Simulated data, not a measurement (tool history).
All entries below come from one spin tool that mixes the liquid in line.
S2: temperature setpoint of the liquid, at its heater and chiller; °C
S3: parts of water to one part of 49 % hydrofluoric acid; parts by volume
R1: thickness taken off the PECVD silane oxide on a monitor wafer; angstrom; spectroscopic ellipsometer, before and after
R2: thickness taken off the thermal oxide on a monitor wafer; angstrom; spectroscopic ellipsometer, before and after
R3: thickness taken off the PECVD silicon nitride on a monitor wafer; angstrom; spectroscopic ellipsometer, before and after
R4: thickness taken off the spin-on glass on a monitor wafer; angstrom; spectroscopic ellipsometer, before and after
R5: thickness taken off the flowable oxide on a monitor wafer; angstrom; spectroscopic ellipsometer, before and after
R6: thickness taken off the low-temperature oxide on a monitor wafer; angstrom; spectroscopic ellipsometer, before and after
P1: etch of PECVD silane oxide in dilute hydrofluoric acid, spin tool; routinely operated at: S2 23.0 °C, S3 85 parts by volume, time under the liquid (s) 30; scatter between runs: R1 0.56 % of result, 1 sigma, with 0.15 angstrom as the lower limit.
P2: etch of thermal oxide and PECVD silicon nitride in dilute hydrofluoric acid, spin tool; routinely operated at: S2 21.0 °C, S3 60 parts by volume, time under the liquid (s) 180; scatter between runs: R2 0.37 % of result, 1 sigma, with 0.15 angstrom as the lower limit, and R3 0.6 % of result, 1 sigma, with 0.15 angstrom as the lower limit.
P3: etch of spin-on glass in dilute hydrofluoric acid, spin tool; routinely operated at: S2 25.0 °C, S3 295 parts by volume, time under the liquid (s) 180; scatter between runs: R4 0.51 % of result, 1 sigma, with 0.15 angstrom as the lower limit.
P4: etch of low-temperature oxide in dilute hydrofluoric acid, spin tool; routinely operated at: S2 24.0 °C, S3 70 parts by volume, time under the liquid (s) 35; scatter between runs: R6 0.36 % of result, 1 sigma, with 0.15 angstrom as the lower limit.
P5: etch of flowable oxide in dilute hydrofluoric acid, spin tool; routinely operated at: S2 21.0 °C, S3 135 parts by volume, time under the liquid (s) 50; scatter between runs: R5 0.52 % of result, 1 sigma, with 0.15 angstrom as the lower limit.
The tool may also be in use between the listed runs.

run 1 hour=9.1 | process_that_ran=P1 S2=23.0 S3=85 time_under_the_liquid_(s)=30 | R1=84.835
run 2 hour=14.9 | process_that_ran=P1 S2=23.0 S3=85 time_under_the_liquid_(s)=15 | R1=42.313
run 3 hour=19.9 | process_that_ran=P2 S2=21.0 S3=60 time_under_the_liquid_(s)=180 | R2=136.800 R3=52.485
run 4 hour=24.3 | process_that_ran=P3 S2=25.0 S3=295 time_under_the_liquid_(s)=180 | R4=200.78
run 5 hour=33.7 | process_that_ran=P1 S2=29.5 S3=85 time_under_the_liquid_(s)=30 | R1=108.970
run 6 hour=40.6 | process_that_ran=P5 S2=21.0 S3=135 time_under_the_liquid_(s)=50 | R5=116.490
run 7 hour=50.3 | process_that_ran=P5 S2=17.0 S3=135 time_under_the_liquid_(s)=50 | R5=98.785
run 8 hour=58.4 | process_that_ran=P5 S2=21.0 S3=45 time_under_the_liquid_(s)=50 | R5=390.240
run 9 hour=68.3 | process_that_ran=P4 S2=24.0 S3=70 time_under_the_liquid_(s)=35 | R6=66.444
run 10 hour=77.6 | process_that_ran=P1 S2=23.0 S3=140 time_under_the_liquid_(s)=30 | R1=48.174
run 11 hour=86.0 | process_that_ran=P1 S2=23.0 S3=85 time_under_the_liquid_(s)=30 | R1=85.005
run 12 hour=93.0 | process_that_ran=P1 S2=23.0 S3=85 time_under_the_liquid_(s)=30 | R1=84.475
run 13 hour=102.3 | process_that_ran=P1 S2=18.0 S3=85 time_under_the_liquid_(s)=30 | R1=68.807
run 14 hour=107.8 | process_that_ran=P3 S2=25.0 S3=85 time_under_the_liquid_(s)=180 | R4=897.12
run 15 hour=118.1 | process_that_ran=P1 S2=23.0 S3=135 time_under_the_liquid_(s)=45 | R1=76.125
run 16 hour=125.2 | process_that_ran=P3 S2=21.5 S3=295 time_under_the_liquid_(s)=180 | R4=178.06
run 17 hour=134.9 | process_that_ran=P2 S2=21.0 S3=60 time_under_the_liquid_(s)=80 | R2=60.679 R3=23.485
run 18 hour=145.0 | process_that_ran=P2 S2=21.0 S3=95 time_under_the_liquid_(s)=180 | R2=83.210 R3=33.216
run 19 hour=150.4 | process_that_ran=P2 S2=21.0 S3=60 time_under_the_liquid_(s)=180 | R2=136.120 R3=52.354
run 20 hour=157.9 | process_that_ran=P1 S2=23.0 S3=85 time_under_the_liquid_(s)=50 | R1=141.140
run 21 hour=165.2 | process_that_ran=P2 S2=28.5 S3=60 time_under_the_liquid_(s)=180 | R2=184.680 R3=87.067
-- hour=166.3 thermometer replaced
run 22 hour=170.3 | process_that_ran=P3 S2=25.0 S3=295 time_under_the_liquid_(s)=315 | R4=353.69
run 23 hour=179.2 | process_that_ran=P1 S2=23.0 S3=85 time_under_the_liquid_(s)=30 | R1=84.269
run 24 hour=187.0 | process_that_ran=P4 S2=20.0 S3=70 time_under_the_liquid_(s)=35 | R6=56.900
run 25 hour=193.0 | process_that_ran=P5 S2=21.0 S3=135 time_under_the_liquid_(s)=50 | R5=116.140
run 26 hour=199.3 | process_that_ran=P1 S2=23.0 S3=50 time_under_the_liquid_(s)=30 | R1=150.050
run 27 hour=205.3 | process_that_ran=P1 S2=23.0 S3=85 time_under_the_liquid_(s)=30 | R1=84.403
run 28 hour=215.4 | process_that_ran=P5 S2=21.0 S3=135 time_under_the_liquid_(s)=15 | R5=35.067
run 29 hour=222.6 | process_that_ran=P4 S2=24.0 S3=125 time_under_the_liquid_(s)=35 | R6=34.919
run 30 hour=230.1 | process_that_ran=P4 S2=24.0 S3=70 time_under_the_liquid_(s)=15 | R6=28.793
run 31 hour=237.3 | process_that_ran=P1 S2=23.0 S3=85 time_under_the_liquid_(s)=30 | R1=84.819
run 32 hour=245.0 | process_that_ran=P1 S2=23.0 S3=125 time_under_the_liquid_(s)=45 | R1=82.885
run 33 hour=250.6 | process_that_ran=P1 S2=23.0 S3=85 time_under_the_liquid_(s)=30 | R1=85.650
run 34 hour=258.6 | process_that_ran=P1 S2=23.0 S3=85 time_under_the_liquid_(s)=30 | R1=87.577
run 35 hour=268.1 | process_that_ran=P1 S2=23.0 S3=85 time_under_the_liquid_(s)=30 | R1=87.566
run 36 hour=274.0 | process_that_ran=P1 S2=23.0 S3=85 time_under_the_liquid_(s)=30 | R1=88.886
run 37 hour=282.3 | process_that_ran=P1 S2=23.0 S3=85 time_under_the_liquid_(s)=30 | R1=88.757
run 38 hour=290.2 | process_that_ran=P1 S2=23.0 S3=85 time_under_the_liquid_(s)=30 | R1=89.370
run 39 hour=298.1 | process_that_ran=P1 S2=23.0 S3=85 time_under_the_liquid_(s)=30 | R1=89.819
run 40 hour=303.3 | process_that_ran=P1 S2=23.0 S3=85 time_under_the_liquid_(s)=30 | R1=90.105

The log shows P1 creeping away from where it was. Any of the 2 causes listed here, at the size stated for it, fits the log just as well as the others:
A: liquid hotter than its thermometer reads (K) = 1.46
B: hydrofluoric acid flow above the setpoint (%) = 5.45
The creep began at about hour 250.6.

Consider the 4 check runs below, whose results appear as question marks and each of which averages 2 wafers. Which one distinguishes the causes, in that each cause would give it a clearly different result?
run check 1 hour=308.5 | process_that_ran=P3 S2=25.0 S3=130 time_under_the_liquid_(s)=305 | R4=?
run check 2 hour=308.5 | process_that_ran=P5 S2=21.0 S3=90 time_under_the_liquid_(s)=20 | R5=?
run check 3 hour=308.5 | process_that_ran=P2 S2=28.0 S3=60 time_under_the_liquid_(s)=180 | R2=? R3=?
run check 4 hour=308.5 | process_that_ran=P4 S2=24.0 S3=110 time_under_the_liquid_(s)=35 | R6=?

How each check would come out, cause by cause:
check=check_1 result=R4 if_A=986.05 if_B=991.53
check=check_2 result=R5 if_A=78.043 if_B=77.966
check=check_3 result=R2 if_A=192.980 if_B=193.010
check=check_3 result=R3 if_A=91.895 if_B=88.111
check=check_4 result=R6 if_A=42.902 if_B=43.030
How far apart the two closest causes lie, in the result that separates them most: check 1 0.55 %; check 2 0.1 %; check 3 4.21 %; check 4 0.3 %
The other checks would show nearly matching results whichever cause is true, so check 3 is the only one that separates the causes.

Check 3 was carried out, with these results: R2 193.790 angstrom; R3 87.987 angstrom. Which of the listed causes is responsible?

It was cause B: hydrofluoric acid flow above the setpoint (%).

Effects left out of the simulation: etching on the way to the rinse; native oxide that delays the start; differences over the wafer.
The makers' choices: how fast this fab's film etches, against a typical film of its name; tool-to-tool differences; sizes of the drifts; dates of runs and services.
